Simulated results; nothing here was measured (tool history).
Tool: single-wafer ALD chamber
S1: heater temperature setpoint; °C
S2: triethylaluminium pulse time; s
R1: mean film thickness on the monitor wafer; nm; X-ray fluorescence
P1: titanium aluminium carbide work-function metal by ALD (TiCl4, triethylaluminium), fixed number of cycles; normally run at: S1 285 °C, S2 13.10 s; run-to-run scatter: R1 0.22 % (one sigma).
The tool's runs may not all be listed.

| run | hour | S1 | S2 | R1 |
|---|---|---|---|---|
| 1 | 18.1 | 285 | 13.10 | 1.9032 |
| 2 | 29.3 | 285 | 13.10 | 1.8930 |
| 3 | 43.2 | 285 | 13.10 | 1.8955 |
| 4 | 52.4 | 271 | 17.77 | 1.7873 |
| 5 | 63.8 | 285 | 5.58 | 1.6339 |
| 6 | 76.4 | 285 | 13.10 | 1.9006 |
| 7 | 94.6 | 285 | 20.02 | 1.9141 |
| 8 | 108.9 | 309 | 13.10 | 2.1088 |
| 9 | 123.4 | 285 | 13.10 | 1.8908 |
| 10 | 141.1 | 264 | 13.10 | 1.7187 |
| 11 | 157.7 | 271 | 5.26 | 1.5020 |
| 12 | 172.4 | 285 | 13.10 | 1.9005 |
| 13 | 189.6 | 285 | 13.10 | 1.8739 |
| 14 | 203.0 | 285 | 13.10 | 1.8640 |
| 15 | 213.7 | 285 | 13.10 | 1.8539 |
| 16 | 228.1 | 285 | 13.10 | 1.8582 |
| 17 | 241.3 | 285 | 13.10 | 1.8528 |
| 18 | 258.4 | 285 | 13.10 | 1.8502 |

What P1 gives has crept away from where it was. These 2 causes fit the log equally well, each at the size given:
A: wafer temperature below the value expected at the setpoint (K) = 5.22
B: triethylaluminium dose below that of a fresh bottle (%) = 25.5
The creep began at about hour 172.4.

4 check runs are offered, one wafer each, their results left as question marks. Which one tells the causes apart?
| check 1 | 275.5 | 301 | 13.10 | ? |
| check 2 | 275.5 | 285 | 9.59 | ? |
| check 3 | 275.5 | 305 | 13.10 | ? |
| check 4 | 275.5 | 275 | 13.10 | ? |

What each check would give under each cause:
| check | result | if A | if B |
|---|---|---|---|
| check 1 | R1 | 1.9895 | 1.9868 |
| check 2 | R1 | 1.8021 | 1.7532 |
| check 3 | R1 | 2.0246 | 2.0212 |
| check 4 | R1 | 1.7643 | 1.7658 |
How far apart the two closest causes lie, in the result that separates them most: check 1 0.14 %; check 2 2.75 %; check 3 0.17 %; check 4 0.09 %
Only check 2 tells the causes apart: in the others they would give nearly the same result.

Then check 2 was run and gave: R1 1.8017 nm. Which cause is it?

It is A: wafer temperature below the value expected at the setpoint (K).
